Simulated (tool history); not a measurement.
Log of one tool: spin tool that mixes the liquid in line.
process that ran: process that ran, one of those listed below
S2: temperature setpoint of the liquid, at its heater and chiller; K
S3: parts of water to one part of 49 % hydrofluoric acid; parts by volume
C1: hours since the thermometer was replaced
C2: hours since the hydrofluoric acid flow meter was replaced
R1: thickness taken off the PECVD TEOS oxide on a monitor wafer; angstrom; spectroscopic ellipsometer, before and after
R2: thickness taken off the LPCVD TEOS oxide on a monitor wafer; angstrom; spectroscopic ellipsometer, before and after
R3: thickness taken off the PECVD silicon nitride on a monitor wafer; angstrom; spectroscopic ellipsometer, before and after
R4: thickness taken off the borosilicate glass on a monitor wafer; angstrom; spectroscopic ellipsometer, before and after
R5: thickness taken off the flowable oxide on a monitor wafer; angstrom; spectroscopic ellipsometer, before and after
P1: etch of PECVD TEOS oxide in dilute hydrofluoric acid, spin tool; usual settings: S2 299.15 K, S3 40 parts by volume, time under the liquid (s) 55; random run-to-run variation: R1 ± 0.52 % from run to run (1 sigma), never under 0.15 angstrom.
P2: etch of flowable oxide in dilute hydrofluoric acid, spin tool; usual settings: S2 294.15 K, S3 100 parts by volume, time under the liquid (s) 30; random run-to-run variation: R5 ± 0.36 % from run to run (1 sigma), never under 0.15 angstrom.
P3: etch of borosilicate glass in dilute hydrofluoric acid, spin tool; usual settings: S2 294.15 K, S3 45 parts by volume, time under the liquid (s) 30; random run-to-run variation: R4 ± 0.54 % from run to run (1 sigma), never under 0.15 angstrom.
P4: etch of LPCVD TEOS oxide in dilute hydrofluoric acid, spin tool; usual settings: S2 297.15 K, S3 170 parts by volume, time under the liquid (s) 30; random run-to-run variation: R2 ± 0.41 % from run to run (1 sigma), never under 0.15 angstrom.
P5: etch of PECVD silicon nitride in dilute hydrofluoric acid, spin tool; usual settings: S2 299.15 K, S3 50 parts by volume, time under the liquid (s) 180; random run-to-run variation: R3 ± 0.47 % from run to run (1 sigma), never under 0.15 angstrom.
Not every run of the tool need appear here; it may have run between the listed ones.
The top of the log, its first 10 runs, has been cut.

{"run": 11, "hour": 57.3, "process that ran": "P1", "S2": 299.15, "S3": 40, "time under the liquid (s)": 55, "C1": 286.4, "C2": 707.0, "R1": 230.34}
{"run": 12, "hour": 61.6, "process that ran": "P1", "S2": 307.15, "S3": 40, "time under the liquid (s)": 55, "C1": 290.7, "C2": 711.3, "R1": 316.31}
{"run": 13, "hour": 66.0, "process that ran": "P3", "S2": 294.15, "S3": 45, "time under the liquid (s)": 30, "C1": 295.1, "C2": 715.7, "R4": 111.17}
{"run": 14, "hour": 72.4, "process that ran": "P3", "S2": 294.15, "S3": 45, "time under the liquid (s)": 15, "C1": 301.5, "C2": 722.1, "R4": 54.792}
{"run": 15, "hour": 76.1, "process that ran": "P2", "S2": 294.15, "S3": 100, "time under the liquid (s)": 30, "C1": 305.2, "C2": 725.8, "R5": 121.96}
{"run": 16, "hour": 80.1, "process that ran": "P2", "S2": 294.15, "S3": 65, "time under the liquid (s)": 30, "C1": 309.2, "C2": 729.8, "R5": 197.47}
{"run": 17, "hour": 84.1, "process that ran": "P1", "S2": 299.15, "S3": 40, "time under the liquid (s)": 15, "C1": 313.2, "C2": 733.8, "R1": 62.323}
{"run": 18, "hour": 91.1, "process that ran": "P5", "S2": 299.15, "S3": 50, "time under the liquid (s)": 180, "C1": 320.2, "C2": 740.8, "R3": 148.79}
{"run": 19, "hour": 95.9, "process that ran": "P4", "S2": 297.15, "S3": 170, "time under the liquid (s)": 30, "C1": 325.0, "C2": 745.6, "R2": 64.924}
{"run": 20, "hour": 102.7, "process that ran": "P2", "S2": 290.15, "S3": 100, "time under the liquid (s)": 30, "C1": 331.8, "C2": 752.4, "R5": 104.31}
{"run": 21, "hour": 109.5, "process that ran": "P2", "S2": 294.15, "S3": 100, "time under the liquid (s)": 15, "C1": 338.6, "C2": 759.2, "R5": 61.29}
{"run": 22, "hour": 113.7, "process that ran": "P3", "S2": 294.15, "S3": 75, "time under the liquid (s)": 30, "C1": 342.8, "C2": 763.4, "R4": 63.924}
{"run": 23, "hour": 118.4, "process that ran": "P1", "S2": 299.15, "S3": 65, "time under the liquid (s)": 55, "C1": 347.5, "C2": 768.1, "R1": 136.25}
{"run": 24, "hour": 125.1, "process that ran": "P1", "S2": 299.15, "S3": 40, "time under the liquid (s)": 90, "C1": 354.2, "C2": 774.8, "R1": 377.61}

Estimate the outcome of run 25 from the log above:
{"run": 25, "hour": 130.7, "process that ran": "P1", "S2": 299.15, "S3": 20, "time under the liquid (s)": 55, "C1": 359.8, "C2": 780.4, "R1": "?"}

Run 25 yielded R1 473.800 angstrom.
